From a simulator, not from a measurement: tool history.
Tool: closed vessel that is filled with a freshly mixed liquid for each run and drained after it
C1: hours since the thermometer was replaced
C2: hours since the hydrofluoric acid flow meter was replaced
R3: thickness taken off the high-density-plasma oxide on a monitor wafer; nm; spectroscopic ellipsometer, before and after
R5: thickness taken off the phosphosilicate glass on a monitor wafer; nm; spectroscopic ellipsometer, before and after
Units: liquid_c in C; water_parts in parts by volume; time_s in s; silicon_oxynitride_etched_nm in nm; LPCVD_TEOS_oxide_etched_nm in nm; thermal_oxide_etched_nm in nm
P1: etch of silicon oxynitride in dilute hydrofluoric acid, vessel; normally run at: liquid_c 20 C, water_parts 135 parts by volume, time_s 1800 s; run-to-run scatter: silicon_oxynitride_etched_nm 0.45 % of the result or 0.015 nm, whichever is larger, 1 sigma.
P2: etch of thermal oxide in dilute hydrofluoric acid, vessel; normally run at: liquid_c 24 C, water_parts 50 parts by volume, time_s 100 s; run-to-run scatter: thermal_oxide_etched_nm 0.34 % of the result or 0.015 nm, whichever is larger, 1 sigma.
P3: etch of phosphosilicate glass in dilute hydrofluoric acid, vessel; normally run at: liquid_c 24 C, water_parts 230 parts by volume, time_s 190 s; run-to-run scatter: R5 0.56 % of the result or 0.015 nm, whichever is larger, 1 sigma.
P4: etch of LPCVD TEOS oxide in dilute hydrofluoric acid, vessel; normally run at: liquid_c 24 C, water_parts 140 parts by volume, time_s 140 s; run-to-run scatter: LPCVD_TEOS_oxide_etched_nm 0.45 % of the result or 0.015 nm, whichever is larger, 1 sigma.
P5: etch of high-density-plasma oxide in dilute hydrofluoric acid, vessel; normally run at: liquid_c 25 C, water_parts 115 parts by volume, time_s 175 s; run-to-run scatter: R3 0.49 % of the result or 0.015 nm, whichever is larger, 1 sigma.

Run 1, hour 6.9: process P1, liquid_c 20 C, water_parts 135 parts by volume, time_s 1800 s; C1 1212.9; C2 1737.9. Result: silicon_oxynitride_etched_nm 16.161 nm.
Run 2, hour 18.7: process P4, liquid_c 24 C, water_parts 140 parts by volume, time_s 225 s; C1 1224.7; C2 1749.7. Result: LPCVD_TEOS_oxide_etched_nm 85.828 nm.
Run 3, hour 24.3: process P4, liquid_c 24 C, water_parts 140 parts by volume, time_s 140 s; C1 1230.3; C2 1755.3. Result: LPCVD_TEOS_oxide_etched_nm 53.231 nm.
Run 4, hour 30.6: process P5, liquid_c 25 C, water_parts 115 parts by volume, time_s 175 s; C1 1236.6; C2 1761.6. Result: R3 8.4878 nm.
Run 5, hour 36.2: process P1, liquid_c 20 C, water_parts 135 parts by volume, time_s 590 s; C1 1242.2; C2 1767.2. Result: silicon_oxynitride_etched_nm 5.3338 nm.
Run 6, hour 45: process P4, liquid_c 18.5 C, water_parts 140 parts by volume, time_s 140 s; C1 1251; C2 1776. Result: LPCVD_TEOS_oxide_etched_nm 42.81 nm.
Run 7, hour 52.9: process P5, liquid_c 25 C, water_parts 115 parts by volume, time_s 175 s; C1 1258.9; C2 1783.9. Result: R3 8.5834 nm.
Run 8, hour 62: process P2, liquid_c 24 C, water_parts 50 parts by volume, time_s 180 s; C1 1268; C2 1793. Result: thermal_oxide_etched_nm 18.056 nm.
Run 9, hour 72: process P2, liquid_c 17 C, water_parts 50 parts by volume, time_s 100 s; C1 1278; C2 1803. Result: thermal_oxide_etched_nm 7.3458 nm.
Run 10, hour 81.8: process P5, liquid_c 25 C, water_parts 35 parts by volume, time_s 175 s; C1 1287.8; C2 1812.8. Result: R3 31.188 nm.
Run 11, hour 92.8: process P4, liquid_c 24 C, water_parts 140 parts by volume, time_s 140 s; C1 1298.8; C2 1823.8. Result: LPCVD_TEOS_oxide_etched_nm 53.13 nm.
Run 12, hour 100.7: process P1, liquid_c 17 C, water_parts 135 parts by volume, time_s 1800 s; C1 1306.7; C2 1831.7. Result: silicon_oxynitride_etched_nm 13.792 nm.
Run 13, hour 109.6: process P3, liquid_c 24 C, water_parts 40 parts by volume, time_s 190 s; C1 1315.6; C2 1840.6. Result: R5 309.73 nm.
Run 14, hour 115.2: process P5, liquid_c 29 C, water_parts 115 parts by volume, time_s 175 s; C1 1321.2; C2 1846.2. Result: R3 9.7901 nm.
Run 15, hour 122.6: process P1, liquid_c 27 C, water_parts 135 parts by volume, time_s 1800 s; C1 1328.6; C2 1853.6. Result: silicon_oxynitride_etched_nm 22.339 nm.
Run 16, hour 131.6: process P1, liquid_c 17 C, water_parts 135 parts by volume, time_s 910 s; C1 1337.6; C2 1862.6. Result: silicon_oxynitride_etched_nm 7.0616 nm.
Run 17, hour 140.4: process P4, liquid_c 24 C, water_parts 255 parts by volume, time_s 140 s; C1 1346.4; C2 1871.4. Result: LPCVD_TEOS_oxide_etched_nm 25.508 nm.
Run 18, hour 148.8: process P2, liquid_c 24 C, water_parts 85 parts by volume, time_s 100 s; C1 1354.8; C2 1879.8. Result: thermal_oxide_etched_nm 5.6169 nm.
Run 19, hour 157.3: process P2, liquid_c 24 C, water_parts 50 parts by volume, time_s 100 s; C1 1363.3; C2 1888.3. Result: thermal_oxide_etched_nm 9.9755 nm.
Run 20, hour 164.1: process P1, liquid_c 20 C, water_parts 35 parts by volume, time_s 1800 s; C1 1370.1; C2 1895.1. Result: silicon_oxynitride_etched_nm 66.717 nm.
Run 21, hour 171.8: process P5, liquid_c 25 C, water_parts 115 parts by volume, time_s 90 s; C1 1377.8; C2 1902.8. Result: R3 4.3571 nm.
Run 22, hour 180.3: process P3, liquid_c 24 C, water_parts 230 parts by volume, time_s 370 s; C1 1386.3; C2 1911.3. Result: R5 83.511 nm.
Run 23, hour 190.3: process P1, liquid_c 17 C, water_parts 135 parts by volume, time_s 2835 s; C1 1396.3; C2 1921.3. Result: silicon_oxynitride_etched_nm 21.942 nm.
Run 24, hour 196.4: process P1, liquid_c 20 C, water_parts 135 parts by volume, time_s 1800 s; C1 1402.4; C2 1927.4. Result: silicon_oxynitride_etched_nm 16.135 nm.
Run 25, hour 204.3: process P3, liquid_c 24 C, water_parts 230 parts by volume, time_s 190 s; C1 1410.3; C2 1935.3. Result: R5 43.371 nm.
Run 26, hour 210: process P1, liquid_c 20 C, water_parts 135 parts by volume, time_s 1800 s; C1 1416; C2 1941. Result: silicon_oxynitride_etched_nm 16.121 nm.
Run 27, hour 216.2: process P1, liquid_c 20 C, water_parts 135 parts by volume, time_s 1800 s; C1 1422.2; C2 1947.2. Result: silicon_oxynitride_etched_nm 16.082 nm.
Run 28, hour 222.9: process P1, liquid_c 20 C, water_parts 135 parts by volume, time_s 1800 s; C1 1428.9; C2 1953.9. Result: silicon_oxynitride_etched_nm 16.136 nm.
Run 29, hour 230.5: process P1, liquid_c 20 C, water_parts 135 parts by volume, time_s 1800 s; C1 1436.5; C2 1961.5. Result: silicon_oxynitride_etched_nm 16.12 nm.
Run 30, hour 238.5: process P1, liquid_c 20 C, water_parts 135 parts by volume, time_s 3350 s; C1 1444.5; C2 1969.5. Result: silicon_oxynitride_etched_nm 30.088 nm.
Run 31, hour 246.4: process P1, liquid_c 20 C, water_parts 250 parts by volume, time_s 1800 s; C1 1452.4; C2 1977.4. Result: silicon_oxynitride_etched_nm 8.0669 nm.

Forecast run 32:
Run 32, hour 252: process P1, liquid_c 20 C, water_parts 135 parts by volume, time_s 1800 s; C1 1458; C2 1983. Result: silicon_oxynitride_etched_nm ?.

{"run 32": {"silicon_oxynitride_etched_nm": 16.121}}
